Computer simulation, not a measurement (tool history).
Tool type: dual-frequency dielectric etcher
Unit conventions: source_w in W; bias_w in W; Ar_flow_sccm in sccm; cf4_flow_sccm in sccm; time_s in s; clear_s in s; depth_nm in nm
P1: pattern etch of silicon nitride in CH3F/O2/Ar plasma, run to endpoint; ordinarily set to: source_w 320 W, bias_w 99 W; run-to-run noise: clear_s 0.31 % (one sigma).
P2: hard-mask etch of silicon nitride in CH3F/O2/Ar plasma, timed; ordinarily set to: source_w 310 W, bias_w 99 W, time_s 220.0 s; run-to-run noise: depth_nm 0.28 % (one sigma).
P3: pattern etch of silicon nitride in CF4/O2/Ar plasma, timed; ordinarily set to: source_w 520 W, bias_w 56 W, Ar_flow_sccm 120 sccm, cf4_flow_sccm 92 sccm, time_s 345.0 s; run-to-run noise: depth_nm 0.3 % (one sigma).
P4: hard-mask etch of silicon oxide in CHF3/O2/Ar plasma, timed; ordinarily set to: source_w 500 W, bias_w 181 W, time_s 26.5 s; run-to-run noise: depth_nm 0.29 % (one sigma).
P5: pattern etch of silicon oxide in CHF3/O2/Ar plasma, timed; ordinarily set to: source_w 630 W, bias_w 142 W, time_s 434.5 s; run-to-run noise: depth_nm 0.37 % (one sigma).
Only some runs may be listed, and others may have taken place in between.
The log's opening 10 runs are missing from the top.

| run | hour | process | source_w | bias_w | Ar_flow_sccm | cf4_flow_sccm | time_s | hours since the last wet clean | hours since the last source power generator calibration | hours since the last bias power generator calibration | clear_s | depth_nm |
|---|---|---|---|---|---|---|---|---|---|---|---|---|
| 11 | 52.4 | P1 | 430 | 99 |  |  |  | 5.9 | 2085.4 | 2164.2 | 33.232 |  |
| 12 | 56.7 | P1 | 210 | 68 |  |  |  | 10.2 | 2089.7 | 2168.5 | 49.432 |  |
| 13 | 60.7 | P2 | 310 | 99 |  |  | 220.0 | 14.2 | 2093.7 | 2172.5 |  | 164.740 |
| 14 | 66.7 | P4 | 500 | 181 |  |  | 26.5 | 20.2 | 2099.7 | 2178.5 |  | 49.695 |
| 15 | 71.7 | P1 | 320 | 99 |  |  |  | 25.2 | 2104.7 | 2183.5 | 37.089 |  |
| 16 | 76.6 | P4 | 500 | 251 |  |  | 26.5 | 30.1 | 2109.6 | 2188.4 |  | 55.916 |
| 17 | 82.5 | P3 | 520 | 56 | 120 | 92 | 236.5 | 36.0 | 2115.5 | 2194.3 |  | 459.620 |
| 18 | 86.9 | P3 | 520 | 56 | 120 | 92 | 345.0 | 40.4 | 2119.9 | 2198.7 |  | 671.940 |
| 19 | 92.0 | P1 | 320 | 139 |  |  |  | 45.5 | 2125.0 | 2203.8 | 32.343 |  |
| 20 | 97.8 | P1 | 320 | 75 |  |  |  | 51.3 | 2130.8 | 2209.6 | 40.882 |  |
| 21 | 100.9 | P2 | 310 | 126 |  |  | 220.0 | 54.4 | 2133.9 | 2212.7 |  | 180.830 |
| 22 | 107.3 | P5 | 630 | 142 |  |  | 434.5 | 60.8 | 2140.3 | 2219.1 |  | 832.400 |
| 23 | 111.5 | P1 | 320 | 99 |  |  |  | 65.0 | 2144.5 | 2223.3 | 37.052 |  |
| 24 | 115.5 | P5 | 630 | 142 |  |  | 561.5 | 69.0 | 2148.5 | 2227.3 |  | 1078.500 |
| 25 | 121.7 | P3 | 350 | 56 | 120 | 92 | 345.0 | 75.2 | 2154.7 | 2233.5 |  | 477.380 |
| 26 | 126.2 | P4 | 500 | 181 |  |  | 20.5 | 79.7 | 2159.2 | 2238.0 |  | 38.583 |
| 27 | 129.2 | P2 | 180 | 99 |  |  | 220.0 | 82.7 | 2162.2 | 2241.0 |  | 134.650 |
| 28 | 132.4 | P1 | 320 | 99 |  |  |  | 85.9 | 2165.4 | 2244.2 | 37.293 |  |
| 29 | 136.9 | P3 | 520 | 42 | 120 | 92 | 345.0 | 90.4 | 2169.9 | 2248.7 |  | 597.820 |
| 30 | 142.3 | P1 | 320 | 99 |  |  |  | 95.8 | 2175.3 | 2254.1 | 36.960 |  |
| 31 | 147.6 | P2 | 310 | 99 |  |  | 220.0 | 101.1 | 2180.6 | 2259.4 |  | 164.030 |
| 32 | 151.1 | P5 | 630 | 142 |  |  | 434.5 | 104.6 | 2184.1 | 2262.9 |  | 831.600 |
| 33 | 154.8 | P1 | 320 | 99 |  |  |  | 108.3 | 2187.8 | 2266.6 | 37.182 |  |
| 34 | 159.2 | P5 | 630 | 191 |  |  | 434.5 | 112.7 | 2192.2 | 2271.0 |  | 911.450 |

Expected results for the next run?
| 35 | 164.7 | P4 | 350 | 181 |  |  | 26.5 | 118.2 | 2197.7 | 2276.5 |  | ? |

{"run 35": {"depth_nm": 43.805}}
